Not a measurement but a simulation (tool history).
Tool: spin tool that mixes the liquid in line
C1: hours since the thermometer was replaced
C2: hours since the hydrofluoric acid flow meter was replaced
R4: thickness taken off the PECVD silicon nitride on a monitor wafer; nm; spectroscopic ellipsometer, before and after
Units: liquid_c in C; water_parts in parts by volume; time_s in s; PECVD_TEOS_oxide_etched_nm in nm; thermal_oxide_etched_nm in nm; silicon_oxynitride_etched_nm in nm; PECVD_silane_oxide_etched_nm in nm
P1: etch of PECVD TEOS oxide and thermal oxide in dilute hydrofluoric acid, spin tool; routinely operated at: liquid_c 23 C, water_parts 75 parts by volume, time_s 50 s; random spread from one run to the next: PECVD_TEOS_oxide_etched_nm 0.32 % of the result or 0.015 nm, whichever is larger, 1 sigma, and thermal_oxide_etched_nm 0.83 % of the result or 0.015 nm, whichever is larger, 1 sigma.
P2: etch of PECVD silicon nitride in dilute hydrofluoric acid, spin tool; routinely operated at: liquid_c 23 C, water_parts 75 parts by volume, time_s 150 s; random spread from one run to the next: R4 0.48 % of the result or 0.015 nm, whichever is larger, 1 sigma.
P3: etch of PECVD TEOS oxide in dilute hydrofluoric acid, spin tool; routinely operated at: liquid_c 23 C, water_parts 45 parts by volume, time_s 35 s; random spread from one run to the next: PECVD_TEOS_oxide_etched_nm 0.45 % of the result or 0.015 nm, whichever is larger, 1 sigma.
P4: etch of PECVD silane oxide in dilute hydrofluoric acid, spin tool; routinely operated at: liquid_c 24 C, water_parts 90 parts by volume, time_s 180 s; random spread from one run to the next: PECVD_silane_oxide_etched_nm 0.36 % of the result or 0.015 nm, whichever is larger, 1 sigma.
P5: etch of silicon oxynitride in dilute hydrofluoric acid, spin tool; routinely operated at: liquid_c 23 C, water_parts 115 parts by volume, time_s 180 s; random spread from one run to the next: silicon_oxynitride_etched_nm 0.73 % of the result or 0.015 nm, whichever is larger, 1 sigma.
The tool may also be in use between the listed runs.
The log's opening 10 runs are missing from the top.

run 11 day=3.967 | process=P2 liquid_c=23 water_parts=30 time_s=150 | C1=956.7 C2=26.2 | R4=20.313
run 12 day=4.212 | process=P5 liquid_c=23 water_parts=115 time_s=180 | C1=962.6 C2=32.1 | silicon_oxynitride_etched_nm=3.8688
run 13 day=4.638 | process=P1 liquid_c=23 water_parts=75 time_s=50 | C1=972.8 C2=42.3 | PECVD_TEOS_oxide_etched_nm=9.6598 thermal_oxide_etched_nm=3.0719
run 14 day=4.938 | process=P3 liquid_c=23 water_parts=45 time_s=35 | C1=980 C2=49.5 | PECVD_TEOS_oxide_etched_nm=7.8942
run 15 day=5.308 | process=P4 liquid_c=24 water_parts=90 time_s=360 | C1=988.9 C2=58.4 | PECVD_silane_oxide_etched_nm=59.501
run 16 day=5.625 | process=P1 liquid_c=29.5 water_parts=75 time_s=100 | C1=996.5 C2=66 | PECVD_TEOS_oxide_etched_nm=25.047 thermal_oxide_etched_nm=8.0775
run 17 day=5.917 | process=P1 liquid_c=30.5 water_parts=75 time_s=50 | C1=1003.5 C2=73 | PECVD_TEOS_oxide_etched_nm=13.026 thermal_oxide_etched_nm=4.1876
run 18 day=6.338 | process=P1 liquid_c=23 water_parts=135 time_s=50 | C1=1013.6 C2=83.1 | PECVD_TEOS_oxide_etched_nm=4.9833 thermal_oxide_etched_nm=1.5999
run 19 day=6.625 | process=P4 liquid_c=31.5 water_parts=90 time_s=180 | C1=1020.5 C2=90 | PECVD_silane_oxide_etched_nm=40.014
run 20 day=6.967 | process=P1 liquid_c=23 water_parts=75 time_s=50 | C1=1028.7 C2=98.2 | PECVD_TEOS_oxide_etched_nm=9.6068 thermal_oxide_etched_nm=3.1402
run 21 day=7.167 | process=P5 liquid_c=23 water_parts=35 time_s=180 | C1=1033.5 C2=103 | silicon_oxynitride_etched_nm=13.585
run 22 day=7.446 | process=P5 liquid_c=23 water_parts=115 time_s=180 | C1=1040.2 C2=109.7 | silicon_oxynitride_etched_nm=3.848
run 23 day=7.825 | process=P5 liquid_c=27.5 water_parts=115 time_s=180 | C1=1049.3 C2=118.8 | silicon_oxynitride_etched_nm=4.7731
run 24 day=8.071 | process=P4 liquid_c=24 water_parts=90 time_s=180 | C1=1055.2 C2=124.7 | PECVD_silane_oxide_etched_nm=30.005

Run 25 comes next. What will it give?
run 25 day=8.354 | process=P1 liquid_c=23 water_parts=115 time_s=85 | C1=1062 C2=131.5 | PECVD_TEOS_oxide_etched_nm=? thermal_oxide_etched_nm=?

PECVD_TEOS_oxide_etched_nm: 10.26 nm
thermal_oxide_etched_nm: 3.2507 nm
